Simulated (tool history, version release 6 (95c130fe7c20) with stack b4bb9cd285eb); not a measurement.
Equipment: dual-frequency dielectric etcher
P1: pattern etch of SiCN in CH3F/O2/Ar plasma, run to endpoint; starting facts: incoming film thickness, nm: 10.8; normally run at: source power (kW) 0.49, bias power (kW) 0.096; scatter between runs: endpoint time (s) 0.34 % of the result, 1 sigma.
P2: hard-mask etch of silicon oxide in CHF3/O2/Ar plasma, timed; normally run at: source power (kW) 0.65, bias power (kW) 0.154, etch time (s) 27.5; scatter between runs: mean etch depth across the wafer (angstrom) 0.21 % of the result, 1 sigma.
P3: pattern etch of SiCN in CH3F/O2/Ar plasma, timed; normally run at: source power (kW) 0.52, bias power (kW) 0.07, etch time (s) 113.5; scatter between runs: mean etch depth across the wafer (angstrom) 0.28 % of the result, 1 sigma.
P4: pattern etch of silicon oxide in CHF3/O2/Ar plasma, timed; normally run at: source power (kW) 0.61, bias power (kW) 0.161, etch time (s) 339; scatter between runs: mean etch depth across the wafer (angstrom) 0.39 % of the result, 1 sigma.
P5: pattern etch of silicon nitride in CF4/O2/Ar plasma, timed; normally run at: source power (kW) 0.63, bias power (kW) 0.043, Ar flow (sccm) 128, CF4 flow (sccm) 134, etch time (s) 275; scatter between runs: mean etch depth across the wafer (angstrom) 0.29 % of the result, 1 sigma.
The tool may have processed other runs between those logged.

run,hour,process that ran,source power (kW),bias power (kW),etch time (s),Ar flow (sccm),CF4 flow (sccm),hours since the last wet clean,hours since the last source power generator calibration,hours since the last bias power generator calibration,endpoint time (s),mean etch depth across the wafer (angstrom)
1,9.6,P1,0.49,0.096,,,,146.8,535,305.7,24.086,
2,23.8,P4,0.61,0.098,339,,,161,549.2,319.9,,5700.1
3,38.2,P3,0.52,0.07,160,,,175.4,563.6,334.3,,641.12
4,46.6,P1,0.49,0.096,,,,183.8,572,342.7,24.109,
5,63.8,P5,0.63,0.043,275,128,90,201,589.2,359.9,,5793.8
6,73.1,P1,0.49,0.077,,,,210.3,598.5,369.2,26.194,
7,87.1,P4,0.61,0.161,339,,,224.3,612.5,383.2,,6614.3
8,97.1,P5,0.63,0.043,401,128,134,234.3,622.5,393.2,,8918.3
9,115.6,P5,0.63,0.043,275,128,134,252.8,641,411.7,,6131.4
# hour 129.1: wet clean of the chamber
10,133.8,P2,0.53,0.154,27.5,,,4.7,659.2,429.9,,492.1
11,146.9,P5,0.63,0.043,275,94,134,17.8,672.3,443,,6356.6
12,162.1,P1,0.49,0.096,,,,33,687.5,458.2,24.171,
13,174.4,P1,0.49,0.096,,,,45.3,699.8,470.5,24.135,
14,184.6,P2,0.65,0.154,40.5,,,55.5,710,480.7,,781.53
15,201.8,P2,0.65,0.092,27.5,,,72.7,727.2,497.9,,454.87
16,219.9,P1,0.57,0.073,,,,90.8,745.3,516,25.392,
17,228.1,P3,0.62,0.07,113.5,,,99,753.5,524.2,,488.44
18,238.5,P2,0.65,0.154,27.5,,,109.4,763.9,534.6,,531.26
19,247.8,P5,0.63,0.043,275,128,134,118.7,773.2,543.9,,6117.3
20,262.3,P5,0.38,0.043,275,128,134,133.2,787.7,558.4,,3936.5
21,270.7,P3,0.52,0.07,113.5,,,141.6,796.1,566.8,,454.94
22,286.4,P4,0.76,0.161,339,,,157.3,811.8,582.5,,7215.6
23,303.2,P1,0.49,0.129,,,,174.1,828.6,599.3,21.593,

Run 24 is up next; what results do you expect?
24,321.9,P1,0.59,0.096,,,,192.8,847.3,618,?,

endpoint time (s): 22.563
